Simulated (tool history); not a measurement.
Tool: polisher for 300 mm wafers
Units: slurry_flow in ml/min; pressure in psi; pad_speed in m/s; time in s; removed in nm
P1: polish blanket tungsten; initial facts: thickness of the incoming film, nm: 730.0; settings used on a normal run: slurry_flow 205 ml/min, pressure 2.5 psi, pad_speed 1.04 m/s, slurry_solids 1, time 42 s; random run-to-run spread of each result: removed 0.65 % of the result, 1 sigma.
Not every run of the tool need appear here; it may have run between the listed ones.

| run | hour | slurry_flow | pressure | pad_speed | slurry_solids | time | removed |
|---|---|---|---|---|---|---|---|
| 1 | 5.6 | 205 | 2.5 | 1.04 | 1 | 42 | 163.44 |
| 2 | 9.6 | 125 | 2.5 | 1.04 | 0.65 | 42 | 135.48 |
| 3 | 12.4 | 205 | 2.5 | 1.04 | 1 | 42 | 162.66 |
| 4 | 17 | 205 | 2.5 | 1.04 | 1.4 | 42 | 175.92 |
| 5 | 20.1 | 315 | 2.5 | 1.04 | 1 | 42 | 170.34 |
| 6 | 26.3 | 290 | 2.5 | 1.04 | 1 | 20 | 80.343 |
| 7 | 32.5 | 205 | 1.1 | 1.04 | 1 | 42 | 71.394 |
|  | 36.4 | worn pad replaced by a new one |
| 8 | 37.3 | 310 | 2.5 | 1.32 | 1 | 42 | 216.74 |
| 9 | 41.3 | 125 | 2.5 | 1.04 | 1 | 42 | 150.39 |
| 10 | 46 | 205 | 2.5 | 0.64 | 1 | 42 | 99.582 |
| 11 | 50.6 | 205 | 2.5 | 1.04 | 1 | 42 | 162.42 |
| 12 | 53.6 | 205 | 2.5 | 1.62 | 1 | 42 | 254.21 |
|  | 56.2 | slurry tank refilled with fresh slurry and peroxide |
| 13 | 57.1 | 205 | 3.9 | 1.04 | 1 | 42 | 251.74 |
| 14 | 63.3 | 205 | 2.5 | 1.04 | 1 | 67 | 259.01 |
| 15 | 67 | 205 | 2.5 | 1.04 | 0.5 | 42 | 137.27 |
| 16 | 72.1 | 205 | 2.5 | 1.04 | 1 | 30 | 115.06 |
| 17 | 78.2 | 205 | 2.5 | 1.04 | 1 | 42 | 161.44 |
| 18 | 83.3 | 205 | 2.5 | 1.04 | 1 | 42 | 159.58 |
| 19 | 89 | 205 | 2.5 | 1.04 | 1 | 42 | 157.56 |
| 20 | 92.3 | 205 | 2.5 | 1.04 | 1 | 42 | 154.69 |
| 21 | 98.1 | 205 | 2.5 | 1.04 | 1 | 42 | 153.66 |
| 22 | 100.9 | 205 | 2.5 | 1.04 | 1 | 42 | 150.62 |
| 23 | 104 | 205 | 2.5 | 1.04 | 1 | 42 | 151.59 |
|  | 105.1 | slurry tank refilled with fresh slurry and peroxide |
|  | 106.6 | worn pad replaced by a new one |
| 24 | 108.1 | 205 | 2.5 | 1.04 | 1 | 42 | 148.73 |
|  | 110 | slurry blender recalibrated |
| 25 | 112.5 | 205 | 2.5 | 1.04 | 1 | 42 | 151.27 |
| 26 | 115.6 | 205 | 2.5 | 1.04 | 1 | 42 | 150.2 |
| 27 | 119.1 | 205 | 2.5 | 1.04 | 1 | 42 | 149.51 |
| 28 | 124.2 | 205 | 2.5 | 1.04 | 1 | 42 | 148.87 |

Compared with where it was, what P1 gives has crept away. Each cause listed below fits the log as well as the rest, at the size given for it:
A: head's pressure below its setpoint, % = 7.84
B: slurry flow missing at the pad, % = 39.1
Creep in the process output first set in at about hour 83.3.
The rest of the possible causes, and what rules out each one:
removal rate lost through wear of the pad, %: its service at hour 106.6 followed the start of the drift and did not put the process back to its old value
abrasive missing from the slurry, %: its service at hour 110 followed the start of the drift and did not put the process back to its old value
peroxide lost from the slurry, %: its service at hour 105.1 followed the start of the drift and did not put the process back to its old value

Which of the 4 check runs listed below, each an average over 5 wafers with its results shown as question marks, gives clearly different results under the different listed causes?
| check 1 | 129.3 | 205 | 2.5 | 1.52 | 0.55 | 42 | ? |
| check 2 | 129.3 | 305 | 2.5 | 1.04 | 1.4 | 42 | ? |
| check 3 | 129.3 | 205 | 1.1 | 1.04 | 0.6 | 42 | ? |
| check 4 | 129.3 | 205 | 1.3 | 1.04 | 0.55 | 42 | ? |

Check results expected under each cause:
| check | result | if A | if B |
|---|---|---|---|
| check 1 | removed | 190.23 | 190.24 |
| check 2 | removed | 168.95 | 173.3 |
| check 3 | removed | 58.393 | 58.397 |
| check 4 | removed | 67.681 | 67.687 |
Separation of the two closest causes in each check, using whichever result separates them best: check 1 0.01 %; check 2 2.54 %; check 3 0.01 %; check 4 0.01 %
The other checks would show nearly matching results whichever cause is true, so check 2 is the only one that separates the causes.

The results of check 2 are: removed 168.82 nm. Based on these, which of the listed causes is it?

It is A: head's pressure below its setpoint, %.
